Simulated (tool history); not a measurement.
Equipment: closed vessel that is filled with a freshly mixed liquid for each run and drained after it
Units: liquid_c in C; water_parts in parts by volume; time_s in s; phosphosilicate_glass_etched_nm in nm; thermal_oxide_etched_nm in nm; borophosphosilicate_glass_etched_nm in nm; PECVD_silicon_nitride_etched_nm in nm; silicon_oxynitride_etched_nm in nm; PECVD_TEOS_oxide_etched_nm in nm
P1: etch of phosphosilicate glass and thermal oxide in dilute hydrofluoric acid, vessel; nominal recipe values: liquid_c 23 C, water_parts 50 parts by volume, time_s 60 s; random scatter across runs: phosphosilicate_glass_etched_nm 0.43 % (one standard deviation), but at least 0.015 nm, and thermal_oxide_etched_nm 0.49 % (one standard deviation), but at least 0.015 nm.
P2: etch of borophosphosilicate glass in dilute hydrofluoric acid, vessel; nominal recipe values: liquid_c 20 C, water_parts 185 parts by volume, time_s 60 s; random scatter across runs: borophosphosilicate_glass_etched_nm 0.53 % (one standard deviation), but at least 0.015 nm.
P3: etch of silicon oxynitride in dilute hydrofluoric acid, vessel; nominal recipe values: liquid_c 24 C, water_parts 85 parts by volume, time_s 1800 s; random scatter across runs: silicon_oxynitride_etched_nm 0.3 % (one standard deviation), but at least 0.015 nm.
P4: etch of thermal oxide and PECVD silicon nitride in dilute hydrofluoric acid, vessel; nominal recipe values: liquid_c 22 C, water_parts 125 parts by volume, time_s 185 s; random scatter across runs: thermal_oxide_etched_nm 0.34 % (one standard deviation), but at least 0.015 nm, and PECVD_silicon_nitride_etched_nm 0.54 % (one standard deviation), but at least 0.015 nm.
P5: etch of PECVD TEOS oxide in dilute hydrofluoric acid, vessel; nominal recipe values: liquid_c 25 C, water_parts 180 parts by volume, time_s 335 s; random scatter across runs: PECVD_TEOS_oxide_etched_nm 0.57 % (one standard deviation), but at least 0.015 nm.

| run | hour | process | liquid_c | water_parts | time_s | hours since the thermometer was replaced | hours since the hydrofluoric acid flow meter was replaced | phosphosilicate_glass_etched_nm | thermal_oxide_etched_nm | borophosphosilicate_glass_etched_nm | PECVD_silicon_nitride_etched_nm | silicon_oxynitride_etched_nm | PECVD_TEOS_oxide_etched_nm |
|---|---|---|---|---|---|---|---|---|---|---|---|---|---|
| 1 | 9.7 | P1 | 23 | 50 | 60 | 1080.5 | 881.9 | 181.69 | 5.6892 |  |  |  |  |
| 2 | 19.5 | P1 | 23 | 30 | 30 | 1090.3 | 891.7 | 156.23 | 4.8966 |  |  |  |  |
| 3 | 24.8 | P2 | 20 | 185 | 30 | 1095.6 | 897 |  |  | 5.5782 |  |  |  |
| 4 | 34.1 | P1 | 23 | 50 | 30 | 1104.9 | 906.3 | 91.573 | 2.8579 |  |  |  |  |
| 5 | 43.8 | P2 | 20 | 80 | 60 | 1114.6 | 916 |  |  | 28.907 |  |  |  |
| 6 | 51.9 | P4 | 22 | 125 | 185 | 1122.7 | 924.1 |  | 6.3331 |  | 4.1124 |  |  |
| 7 | 60.7 | P1 | 23 | 70 | 60 | 1131.5 | 932.9 | 126.16 | 3.9531 |  |  |  |  |
| 8 | 67.8 | P1 | 23 | 50 | 60 | 1138.6 | 940 | 182.9 | 5.7266 |  |  |  |  |
| 9 | 73.2 | P3 | 24 | 135 | 1800 | 1144 | 945.4 |  |  |  |  | 20.001 |  |
| 10 | 81.4 | P1 | 17 | 75 | 60 | 1152.2 | 953.6 | 91.081 | 2.9174 |  |  |  |  |
| 11 | 88.5 | P2 | 17 | 185 | 60 | 1159.3 | 960.7 |  |  | 9.8948 |  |  |  |
| 12 | 94.2 | P3 | 24 | 85 | 3180 | 1165 | 966.4 |  |  |  |  | 59.212 |  |
| 13 | 102.7 | P5 | 25 | 45 | 335 | 1173.5 | 974.9 |  |  |  |  |  | 124.26 |
| 14 | 111.4 | P5 | 25 | 180 | 170 | 1182.2 | 983.6 |  |  |  |  |  | 13.345 |
| 15 | 116.9 | P1 | 23 | 25 | 30 | 1187.7 | 989.1 | 187.66 | 5.9013 |  |  |  |  |
| 16 | 124.1 | P4 | 22 | 125 | 285 | 1194.9 | 996.3 |  | 9.811 |  | 6.3355 |  |  |
| 17 | 132.6 | P3 | 32.5 | 85 | 1800 | 1203.4 | 1004.8 |  |  |  |  | 49.244 |  |
| 18 | 140.4 | P3 | 24 | 85 | 1800 | 1211.2 | 1012.6 |  |  |  |  | 33.302 |  |
| 19 | 146.1 | P1 | 23 | 50 | 60 | 1216.9 | 1018.3 | 184.48 | 5.7273 |  |  |  |  |
| 20 | 153.6 | P5 | 32 | 180 | 335 | 1224.4 | 1025.8 |  |  |  |  |  | 33.556 |
| 21 | 163.1 | P1 | 23 | 25 | 60 | 1233.9 | 1035.3 | 381.11 | 11.916 |  |  |  |  |
| 22 | 169.6 | P4 | 18 | 125 | 185 | 1240.4 | 1041.8 |  | 5.4337 |  | 3.1383 |  |  |
| 23 | 179.4 | P5 | 25 | 180 | 335 | 1250.2 | 1051.6 |  |  |  |  |  | 26.246 |
| 24 | 189 | P4 | 22 | 125 | 185 | 1259.8 | 1061.2 |  | 6.3398 |  | 4.1381 |  |  |
| 25 | 193.5 | P3 | 24 | 85 | 1800 | 1264.3 | 1065.7 |  |  |  |  | 33.368 |  |
| 26 | 198.8 | P1 | 17 | 50 | 60 | 1269.6 | 1071 | 141.85 | 4.4222 |  |  |  |  |
| 27 | 204.4 | P1 | 27 | 50 | 60 | 1275.2 | 1076.6 | 214.35 | 6.768 |  |  |  |  |
| 28 | 211.4 | P4 | 22 | 185 | 185 | 1282.2 | 1083.6 |  | 4.0857 |  | 2.8187 |  |  |
| 29 | 216.6 | P1 | 23 | 50 | 95 | 1287.4 | 1088.8 | 289.46 | 9.0665 |  |  |  |  |
| 30 | 224.2 | P1 | 23 | 50 | 60 | 1295 | 1096.4 | 183.31 | 5.7192 |  |  |  |  |
| 31 | 232.1 | P1 | 23 | 50 | 60 | 1302.9 | 1104.3 | 182.52 | 5.7258 |  |  |  |  |
| 32 | 241 | P2 | 20 | 185 | 60 | 1311.8 | 1113.2 |  |  | 11.108 |  |  |  |
| 33 | 248 | P1 | 23 | 50 | 60 | 1318.8 | 1120.2 | 182.87 | 5.7715 |  |  |  |  |
| 34 | 254.8 | P1 | 23 | 50 | 60 | 1325.6 | 1127 | 187.62 | 5.9005 |  |  |  |  |
| 35 | 259.4 | P1 | 23 | 50 | 60 | 1330.2 | 1131.6 | 189.92 | 6.0364 |  |  |  |  |
| 36 | 267.9 | P1 | 23 | 50 | 60 | 1338.7 | 1140.1 | 191.85 | 6.0663 |  |  |  |  |
| 37 | 277.1 | P1 | 23 | 50 | 60 | 1347.9 | 1149.3 | 195.38 | 6.1392 |  |  |  |  |
| 38 | 283.4 | P1 | 23 | 50 | 60 | 1354.2 | 1155.6 | 196.04 | 6.189 |  |  |  |  |
| 39 | 291.3 | P1 | 23 | 50 | 60 | 1362.1 | 1163.5 | 197.53 | 6.2262 |  |  |  |  |
| 40 | 299.7 | P1 | 23 | 50 | 60 | 1370.5 | 1171.9 | 196.95 | 6.1788 |  |  |  |  |
| 41 | 309.2 | P1 | 23 | 50 | 60 | 1380 | 1181.4 | 199.67 | 6.2707 |  |  |  |  |
| 42 | 318.3 | P1 | 23 | 50 | 60 | 1389.1 | 1190.5 | 198.99 | 6.2394 |  |  |  |  |
| 43 | 325.7 | P1 | 23 | 50 | 60 | 1396.5 | 1197.9 | 198.82 | 6.2333 |  |  |  |  |

The output of P1 has drifted from where it used to be. Each of the 2 causes below, taken at the size shown beside it, accounts for the log equally well:
A: hydrofluoric acid flow above the setpoint (%) = 8.43
B: liquid hotter than its thermometer reads (K) = 2.1
The onset of the drift is placed at about hour 248.

Which of the 4 check runs listed below separates the causes, so that each cause would produce a clearly different result? Each run uses one wafer, and its results are marked with question marks.
| check 1 | 333.1 | P4 | 22 | 175 | 185 |  |  |  | ? |  | ? |  |  |
| check 2 | 333.1 | P5 | 25 | 60 | 335 |  |  |  |  |  |  |  | ? |
| check 3 | 333.1 | P2 | 17 | 85 | 60 |  |  |  |  | ? |  |  |  |
| check 4 | 333.1 | P3 | 24 | 130 | 2645 |  |  |  |  |  |  | ? |  |

What every check run would give for each of its results, assuming each possible cause in turn:
| check | result | if A | if B |
|---|---|---|---|
| check 1 | thermal_oxide_etched_nm | 4.747 | 4.6728 |
| check 1 | PECVD_silicon_nitride_etched_nm | 3.1943 | 3.3777 |
| check 2 | PECVD_TEOS_oxide_etched_nm | 99.591 | 99.313 |
| check 3 | borophosphosilicate_glass_etched_nm | 25.908 | 25.922 |
| check 4 | silicon_oxynitride_etched_nm | 33.652 | 33.9 |
Per check, the gap between the least separated pair of causes, taken in the result that splits them most: check 1 5.58 %; check 2 0.28 %; check 3 0.06 %; check 4 0.73 %
Check 1 is the one run that separates the causes; every other check would come out nearly the same whichever cause is at work.

Here is what check 1 returned: thermal_oxide_etched_nm 4.7532 nm; PECVD_silicon_nitride_etched_nm 3.201 nm. Which cause is it?

The cause is A: hydrofluoric acid flow above the setpoint (%).
